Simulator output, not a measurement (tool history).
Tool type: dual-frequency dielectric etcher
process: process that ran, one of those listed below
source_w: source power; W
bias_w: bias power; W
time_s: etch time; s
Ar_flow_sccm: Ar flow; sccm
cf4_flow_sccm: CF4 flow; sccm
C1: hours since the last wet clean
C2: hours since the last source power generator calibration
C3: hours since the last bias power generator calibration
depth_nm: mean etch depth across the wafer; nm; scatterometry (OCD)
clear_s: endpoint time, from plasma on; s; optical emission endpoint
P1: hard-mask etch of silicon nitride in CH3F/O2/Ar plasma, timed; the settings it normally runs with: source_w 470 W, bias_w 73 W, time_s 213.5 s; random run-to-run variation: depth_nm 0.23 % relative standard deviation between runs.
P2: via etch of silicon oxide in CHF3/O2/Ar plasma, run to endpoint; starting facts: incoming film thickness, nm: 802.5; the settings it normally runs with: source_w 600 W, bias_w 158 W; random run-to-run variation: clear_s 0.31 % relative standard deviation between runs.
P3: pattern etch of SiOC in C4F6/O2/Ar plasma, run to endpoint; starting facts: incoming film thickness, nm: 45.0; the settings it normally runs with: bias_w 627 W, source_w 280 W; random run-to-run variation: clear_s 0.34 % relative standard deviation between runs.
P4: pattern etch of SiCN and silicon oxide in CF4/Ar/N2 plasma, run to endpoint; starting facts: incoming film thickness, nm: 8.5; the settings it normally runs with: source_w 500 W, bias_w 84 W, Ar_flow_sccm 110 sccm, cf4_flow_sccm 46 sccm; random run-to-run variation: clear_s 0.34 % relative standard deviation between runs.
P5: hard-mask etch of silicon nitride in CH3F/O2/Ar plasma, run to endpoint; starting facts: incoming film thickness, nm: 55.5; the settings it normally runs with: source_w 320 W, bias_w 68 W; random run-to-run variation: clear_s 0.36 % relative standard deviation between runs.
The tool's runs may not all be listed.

{"run": 1, "day": 0.308, "process": "P1", "source_w": 470, "bias_w": 73, "time_s": 213.5, "C1": 90.9, "C2": 1022.3, "C3": 644.6, "depth_nm": 155.86}
{"run": 2, "day": 0.762, "process": "P1", "source_w": 620, "bias_w": 73, "time_s": 213.5, "C1": 101.8, "C2": 1033.2, "C3": 655.5, "depth_nm": 173.7}
{"run": 3, "day": 1.117, "process": "P1", "source_w": 470, "bias_w": 51, "time_s": 213.5, "C1": 110.3, "C2": 1041.7, "C3": 664, "depth_nm": 138.25}
{"run": 4, "day": 1.758, "process": "P4", "source_w": 500, "bias_w": 84, "Ar_flow_sccm": 73, "cf4_flow_sccm": 46, "C1": 125.7, "C2": 1057.1, "C3": 679.4, "clear_s": 8.7598}
{"run": 5, "day": 2.425, "process": "P4", "source_w": 500, "bias_w": 84, "Ar_flow_sccm": 110, "cf4_flow_sccm": 46, "C1": 141.7, "C2": 1073.1, "C3": 695.4, "clear_s": 9.2971}
{"run": 6, "day": 2.983, "process": "P3", "source_w": 280, "bias_w": 627, "C1": 155.1, "C2": 1086.5, "C3": 708.8, "clear_s": 16.042}
{"run": 7, "day": 3.438, "process": "P1", "source_w": 360, "bias_w": 86, "time_s": 213.5, "C1": 166, "C2": 1097.4, "C3": 719.7, "depth_nm": 149.47}
{"run": 8, "day": 3.754, "process": "P5", "source_w": 450, "bias_w": 68, "C1": 173.6, "C2": 1105, "C3": 727.3, "clear_s": 77.339}
{"run": 9, "day": 4.358, "process": "P5", "source_w": 320, "bias_w": 93, "C1": 188.1, "C2": 1119.5, "C3": 741.8, "clear_s": 78.331}
{"run": 10, "day": 4.721, "process": "P1", "source_w": 470, "bias_w": 73, "time_s": 213.5, "C1": 196.8, "C2": 1128.2, "C3": 750.5, "depth_nm": 156.05}
{"run": 11, "day": 5.358, "process": "P1", "source_w": 470, "bias_w": 73, "time_s": 123, "C1": 212.1, "C2": 1143.5, "C3": 765.8, "depth_nm": 89.571}
{"run": 12, "day": 5.779, "process": "P1", "source_w": 470, "bias_w": 91, "time_s": 309, "C1": 222.2, "C2": 1153.6, "C3": 775.9, "depth_nm": 244.12}
{"run": 13, "day": 6.25, "process": "P2", "source_w": 600, "bias_w": 158, "C1": 233.5, "C2": 1164.9, "C3": 787.2, "clear_s": 428.46}
{"run": 14, "day": 6.95, "process": "P1", "source_w": 470, "bias_w": 73, "time_s": 316, "C1": 250.3, "C2": 1181.7, "C3": 804, "depth_nm": 230.32}
{"run": 15, "day": 7.258, "process": "P3", "source_w": 280, "bias_w": 482, "C1": 257.7, "C2": 1189.1, "C3": 811.4, "clear_s": 17.668}
{"run": 16, "day": 7.925, "process": "P1", "source_w": 470, "bias_w": 73, "time_s": 213.5, "C1": 273.7, "C2": 1205.1, "C3": 827.4, "depth_nm": 156.17}
{"run": 17, "day": 8.271, "process": "P2", "source_w": 600, "bias_w": 214, "C1": 282, "C2": 1213.4, "C3": 835.7, "clear_s": 387.84}
{"run": 18, "day": 8.646, "process": "P4", "source_w": 500, "bias_w": 84, "Ar_flow_sccm": 110, "cf4_flow_sccm": 46, "C1": 291, "C2": 1222.4, "C3": 844.7, "clear_s": 9.2978}
{"run": 19, "day": 9.229, "process": "P5", "source_w": 320, "bias_w": 68, "C1": 305, "C2": 1236.4, "C3": 858.7, "clear_s": 88.369}
{"run": 20, "day": 9.729, "process": "P1", "source_w": 470, "bias_w": 73, "time_s": 213.5, "C1": 317, "C2": 1248.4, "C3": 870.7, "depth_nm": 155.93}
{"run": 21, "day": 10.183, "process": "P1", "source_w": 470, "bias_w": 73, "time_s": 213.5, "C1": 327.9, "C2": 1259.3, "C3": 881.6, "depth_nm": 155.61}
{"run": 22, "day": 10.55, "process": "P1", "source_w": 660, "bias_w": 93, "time_s": 213.5, "C1": 336.7, "C2": 1268.1, "C3": 890.4, "depth_nm": 192.9}
{"run": 23, "day": 11.212, "process": "P3", "source_w": 170, "bias_w": 627, "C1": 352.6, "C2": 1284, "C3": 906.3, "clear_s": 19.287}
{"run": 24, "day": 11.746, "process": "P4", "source_w": 500, "bias_w": 84, "Ar_flow_sccm": 110, "cf4_flow_sccm": 37, "C1": 365.4, "C2": 1296.8, "C3": 919.1, "clear_s": 9.5904}
{"run": 25, "day": 12.346, "process": "P4", "source_w": 390, "bias_w": 84, "Ar_flow_sccm": 110, "cf4_flow_sccm": 46, "C1": 379.8, "C2": 1311.2, "C3": 933.5, "clear_s": 11.618}
{"run": 26, "day": 12.65, "process": "P4", "source_w": 500, "bias_w": 50, "Ar_flow_sccm": 110, "cf4_flow_sccm": 46, "C1": 387.1, "C2": 1318.5, "C3": 940.8, "clear_s": 11.195}
{"run": 27, "day": 13.088, "process": "P1", "source_w": 310, "bias_w": 73, "time_s": 213.5, "C1": 397.6, "C2": 1329, "C3": 951.3, "depth_nm": 133.59}
{"run": 28, "day": 13.483, "process": "P2", "source_w": 810, "bias_w": 158, "C1": 407.1, "C2": 1338.5, "C3": 960.8, "clear_s": 381.55}
{"run": 29, "day": 13.871, "process": "P1", "source_w": 470, "bias_w": 86, "time_s": 213.5, "C1": 416.4, "C2": 1347.8, "C3": 970.1, "depth_nm": 164.86}
{"run": 30, "day": 14.454, "process": "P1", "source_w": 470, "bias_w": 73, "time_s": 213.5, "C1": 430.4, "C2": 1361.8, "C3": 984.1, "depth_nm": 156.48}
{"run": 31, "day": 15.108, "process": "P1", "source_w": 470, "bias_w": 73, "time_s": 213.5, "C1": 446.1, "C2": 1377.5, "C3": 999.8, "depth_nm": 154.54}
{"run": 32, "day": 15.758, "process": "P1", "source_w": 470, "bias_w": 73, "time_s": 213.5, "C1": 461.7, "C2": 1393.1, "C3": 1015.4, "depth_nm": 154.08}
{"run": 33, "day": 16.292, "process": "P1", "source_w": 470, "bias_w": 73, "time_s": 213.5, "C1": 474.5, "C2": 1405.9, "C3": 1028.2, "depth_nm": 154.44}
{"run": 34, "day": 16.808, "process": "P1", "source_w": 470, "bias_w": 73, "time_s": 213.5, "C1": 486.9, "C2": 1418.3, "C3": 1040.6, "depth_nm": 154.03}
{"day": 17.088, "done": "wet clean of the chamber"}
{"run": 35, "day": 17.4, "process": "P1", "source_w": 470, "bias_w": 73, "time_s": 213.5, "C1": 7.6, "C2": 1432.5, "C3": 1054.8, "depth_nm": 154.16}
{"run": 36, "day": 17.754, "process": "P1", "source_w": 470, "bias_w": 73, "time_s": 213.5, "C1": 16.1, "C2": 1441, "C3": 1063.3, "depth_nm": 153.09}
{"run": 37, "day": 18.175, "process": "P1", "source_w": 470, "bias_w": 73, "time_s": 213.5, "C1": 26.2, "C2": 1451.1, "C3": 1073.4, "depth_nm": 153.88}
{"run": 38, "day": 18.562, "process": "P1", "source_w": 470, "bias_w": 73, "time_s": 213.5, "C1": 35.5, "C2": 1460.4, "C3": 1082.7, "depth_nm": 152.97}
{"run": 39, "day": 19.242, "process": "P1", "source_w": 470, "bias_w": 73, "time_s": 213.5, "C1": 51.8, "C2": 1476.7, "C3": 1099, "depth_nm": 152.87}

The log shows P1 creeping away from where it was. Any of the 2 causes listed here, at the size stated for it, fits the log just as well as the others:
A: source power that arrives under what is set, % = 4.37
B: bias power that arrives under what is set, % = 4.9
The drift started at roughly day 14.454.
Why every other cause is out:
chamber walls in a state that lowers the etch rate, %: maintenance at day 17.088, after the shift began, did not return the process to its former output

Of the 4 check runs below, each run on 2 wafers with the results averaged and each result still a question mark, which one would tell the listed causes apart?
{"run": "check 1", "day": 19.921, "process": "P3", "source_w": 170, "bias_w": 538, "clear_s": "?"}
{"run": "check 2", "day": 19.921, "process": "P4", "source_w": 500, "bias_w": 63, "Ar_flow_sccm": 110, "cf4_flow_sccm": 46, "clear_s": "?"}
{"run": "check 3", "day": 19.921, "process": "P2", "source_w": 790, "bias_w": 198, "clear_s": "?"}
{"run": "check 4", "day": 19.921, "process": "P5", "source_w": 440, "bias_w": 68, "clear_s": "?"}

Predicted outcomes, by check and by cause:
check=check_1 result=clear_s if_A=20.801 if_B=20.873
check=check_2 result=clear_s if_A=10.755 if_B=10.527
check=check_3 result=clear_s if_A=364.06 if_B=363.96
check=check_4 result=clear_s if_A=79.415 if_B=79.393
Minimum pairwise separation of causes per check, each pair taken at its best-separating result: check 1 0.34 %; check 2 2.15 %; check 3 0.03 %; check 4 0.03 %
Check 2 tells the causes apart: in the others they would give nearly the same result.

Running check 2 produced the following: clear_s 10.742 s. Which one of the listed causes fits?

It was cause A: source power that arrives under what is set, %.
